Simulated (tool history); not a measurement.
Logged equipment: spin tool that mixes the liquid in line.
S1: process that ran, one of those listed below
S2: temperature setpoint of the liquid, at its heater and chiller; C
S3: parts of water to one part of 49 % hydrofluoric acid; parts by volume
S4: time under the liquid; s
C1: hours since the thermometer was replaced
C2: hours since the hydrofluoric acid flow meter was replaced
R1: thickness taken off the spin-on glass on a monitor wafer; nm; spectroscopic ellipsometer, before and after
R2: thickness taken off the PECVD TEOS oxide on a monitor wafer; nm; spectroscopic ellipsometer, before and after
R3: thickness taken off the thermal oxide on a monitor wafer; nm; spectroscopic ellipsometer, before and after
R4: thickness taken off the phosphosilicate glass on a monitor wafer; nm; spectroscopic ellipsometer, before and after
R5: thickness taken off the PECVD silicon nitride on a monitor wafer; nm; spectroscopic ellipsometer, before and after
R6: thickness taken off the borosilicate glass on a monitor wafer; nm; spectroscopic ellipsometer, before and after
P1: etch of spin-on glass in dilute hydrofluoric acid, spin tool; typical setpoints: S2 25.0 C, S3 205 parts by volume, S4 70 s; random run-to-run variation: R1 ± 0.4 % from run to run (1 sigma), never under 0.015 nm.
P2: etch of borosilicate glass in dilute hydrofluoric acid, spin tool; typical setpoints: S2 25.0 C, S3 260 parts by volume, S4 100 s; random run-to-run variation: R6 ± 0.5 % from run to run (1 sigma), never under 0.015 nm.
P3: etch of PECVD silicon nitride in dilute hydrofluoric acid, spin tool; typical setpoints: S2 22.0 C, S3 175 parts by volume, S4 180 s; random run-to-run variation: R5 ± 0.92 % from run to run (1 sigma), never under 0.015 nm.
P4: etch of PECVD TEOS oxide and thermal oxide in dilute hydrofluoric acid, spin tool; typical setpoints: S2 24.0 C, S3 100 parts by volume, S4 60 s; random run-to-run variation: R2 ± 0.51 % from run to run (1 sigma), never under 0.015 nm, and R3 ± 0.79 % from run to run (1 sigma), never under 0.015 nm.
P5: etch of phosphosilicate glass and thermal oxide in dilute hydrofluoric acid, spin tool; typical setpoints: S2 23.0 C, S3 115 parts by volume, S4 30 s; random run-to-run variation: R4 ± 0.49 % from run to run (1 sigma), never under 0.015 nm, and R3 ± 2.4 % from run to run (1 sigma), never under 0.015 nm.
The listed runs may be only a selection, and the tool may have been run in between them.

run 1 hour=12.0 | S1=P1 S2=25.0 S3=205 S4=70 | C1=359.8 C2=1199.4 | R1=10.5460
run 2 hour=26.1 | S1=P4 S2=24.0 S3=100 S4=15 | C1=373.9 C2=1213.5 | R2=4.2028 R3=0.68838
run 3 hour=41.4 | S1=P5 S2=23.0 S3=115 S4=15 | C1=389.2 C2=1228.8 | R3=0.58348 R4=23.513
run 4 hour=51.0 | S1=P3 S2=22.0 S3=35 S4=180 | C1=398.8 C2=1238.4 | R5=13.8840
run 5 hour=63.3 | S1=P2 S2=25.0 S3=260 S4=15 | C1=411.1 C2=1250.7 | R6=1.8665
run 6 hour=76.5 | S1=P1 S2=25.0 S3=205 S4=110 | C1=424.3 C2=1263.9 | R1=16.5740
run 7 hour=92.9 | S1=P1 S2=25.0 S3=205 S4=25 | C1=440.7 C2=1280.3 | R1=3.7908
run 8 hour=100.9 | S1=P3 S2=22.0 S3=175 S4=265 | C1=448.7 C2=1288.3 | R5=4.2918
run 9 hour=108.1 | S1=P1 S2=25.0 S3=300 S4=110 | C1=455.9 C2=1295.5 | R1=10.1580
run 10 hour=122.0 | S1=P4 S2=24.0 S3=100 S4=60 | C1=469.8 C2=1309.4 | R2=16.8780 R3=2.85740
run 11 hour=130.8 | S1=P4 S2=29.5 S3=100 S4=60 | C1=478.6 C2=1318.2 | R2=20.8640 R3=3.56150
run 12 hour=140.2 | S1=P1 S2=31.5 S3=205 S4=70 | C1=488.0 C2=1327.6 | R1=13.1370
run 13 hour=148.6 | S1=P3 S2=22.0 S3=175 S4=180 | C1=496.4 C2=1336.0 | R5=2.9435
run 14 hour=156.5 | S1=P3 S2=22.0 S3=175 S4=180 | C1=504.3 C2=1343.9 | R5=2.8907
run 15 hour=171.2 | S1=P2 S2=25.0 S3=260 S4=100 | C1=519.0 C2=1358.6 | R6=12.2520
-- hour=180.4 thermometer replaced
run 16 hour=183.0 | S1=P1 S2=25.0 S3=205 S4=70 | C1=2.6 C2=1370.4 | R1=10.5470
run 17 hour=192.9 | S1=P5 S2=23.0 S3=115 S4=30 | C1=12.5 C2=1380.3 | R3=1.10560 R4=47.372
run 18 hour=202.0 | S1=P1 S2=25.0 S3=285 S4=70 | C1=21.6 C2=1389.4 | R1=6.9697
run 19 hour=216.2 | S1=P1 S2=20.5 S3=205 S4=70 | C1=35.8 C2=1403.6 | R1=8.8951
run 20 hour=229.4 | S1=P1 S2=25.0 S3=205 S4=70 | C1=49.0 C2=1416.8 | R1=10.5430
run 21 hour=238.1 | S1=P2 S2=25.0 S3=470 S4=100 | C1=57.7 C2=1425.5 | R6=5.5485
run 22 hour=247.7 | S1=P1 S2=25.0 S3=205 S4=70 | C1=67.3 C2=1435.1 | R1=10.4770
run 23 hour=256.5 | S1=P4 S2=24.0 S3=170 S4=60 | C1=76.1 C2=1443.9 | R2=9.1379 R3=1.53380
run 24 hour=269.5 | S1=P1 S2=28.0 S3=315 S4=70 | C1=89.1 C2=1456.9 | R1=6.7756
run 25 hour=280.2 | S1=P1 S2=25.0 S3=205 S4=70 | C1=99.8 C2=1467.6 | R1=10.5790
run 26 hour=288.3 | S1=P1 S2=20.5 S3=205 S4=35 | C1=107.9 C2=1475.7 | R1=4.4262
run 27 hour=301.1 | S1=P1 S2=25.0 S3=205 S4=70 | C1=120.7 C2=1488.5 | R1=10.4860
run 28 hour=310.0 | S1=P5 S2=31.0 S3=115 S4=30 | C1=129.6 C2=1497.4 | R3=1.50270 R4=64.783
run 29 hour=321.3 | S1=P2 S2=31.5 S3=260 S4=100 | C1=140.9 C2=1508.7 | R6=15.1580
run 30 hour=336.4 | S1=P5 S2=23.0 S3=190 S4=30 | C1=156.0 C2=1523.8 | R3=0.63277 R4=26.385
run 31 hour=352.9 | S1=P1 S2=25.0 S3=85 S4=70 | C1=172.5 C2=1540.3 | R1=29.3010
run 32 hour=363.0 | S1=P1 S2=25.0 S3=205 S4=70 | C1=182.6 C2=1550.4 | R1=10.5110
run 33 hour=371.9 | S1=P3 S2=30.0 S3=175 S4=180 | C1=191.5 C2=1559.3 | R5=4.7910
run 34 hour=380.6 | S1=P1 S2=25.0 S3=205 S4=70 | C1=200.2 C2=1568.0 | R1=10.4920
run 35 hour=391.0 | S1=P1 S2=25.0 S3=205 S4=70 | C1=210.6 C2=1578.4 | R1=10.6730
run 36 hour=405.0 | S1=P1 S2=25.0 S3=205 S4=70 | C1=224.6 C2=1592.4 | R1=10.9890
run 37 hour=420.7 | S1=P1 S2=25.0 S3=205 S4=70 | C1=240.3 C2=1608.1 | R1=11.1440
run 38 hour=428.6 | S1=P1 S2=25.0 S3=205 S4=70 | C1=248.2 C2=1616.0 | R1=11.1830
run 39 hour=441.4 | S1=P1 S2=25.0 S3=205 S4=70 | C1=261.0 C2=1628.8 | R1=11.2900
run 40 hour=457.0 | S1=P1 S2=25.0 S3=205 S4=70 | C1=276.6 C2=1644.4 | R1=11.3540
run 41 hour=470.2 | S1=P1 S2=25.0 S3=205 S4=70 | C1=289.8 C2=1657.6 | R1=11.3310
run 42 hour=486.0 | S1=P1 S2=25.0 S3=205 S4=70 | C1=305.6 C2=1673.4 | R1=11.3230
run 43 hour=498.3 | S1=P1 S2=25.0 S3=205 S4=70 | C1=317.9 C2=1685.7 | R1=11.4160
run 44 hour=509.3 | S1=P1 S2=25.0 S3=205 S4=70 | C1=328.9 C2=1696.7 | R1=11.4050
run 45 hour=517.8 | S1=P1 S2=25.0 S3=205 S4=70 | C1=337.4 C2=1705.2 | R1=11.4350

P1 has crept away from where it was. The log is fitted equally well by each of these 2 causes, at the sizes shown:
A: liquid hotter than its thermometer reads (K) = 2.38
B: hydrofluoric acid flow above the setpoint (%) = 7.25
Onset of the creep was near hour 380.6.

Consider the 4 single-wafer check runs listed below, results given as question marks: which one distinguishes between the causes by giving clearly different results for each?
run check 1 hour=526.3 | S1=P3 S2=22.0 S3=65 S4=180 | R5=?
run check 2 hour=526.3 | S1=P5 S2=29.5 S3=180 S4=30 | R3=? R4=?
run check 3 hour=526.3 | S1=P4 S2=24.0 S3=135 S4=15 | R2=? R3=?
run check 4 hour=526.3 | S1=P2 S2=28.0 S3=260 S4=100 | R6=?

What every check run would give for each of its results, assuming each possible cause in turn:
check=check_1 result=R5 if_A=8.9980 if_B=8.2077
check=check_2 result=R3 if_A=0.92256 if_B=0.92474
check=check_2 result=R4 if_A=38.842 if_B=38.935
check=check_3 result=R2 if_A=3.2709 if_B=3.2380
check=check_3 result=R3 if_A=0.55438 if_B=0.54880
check=check_4 result=R6 if_A=14.7430 if_B=14.8910
Minimum pairwise separation of causes per check, each pair taken at its best-separating result: check 1 9.19 %; check 2 0.24 %; check 3 1.01 %; check 4 1 %
Check 1 is the one run that separates the causes; every other check would come out nearly the same whichever cause is at work.

Check 1 was then run and gave: R5 9.1422 nm. Which cause is it?

It is A: liquid hotter than its thermometer reads (K).
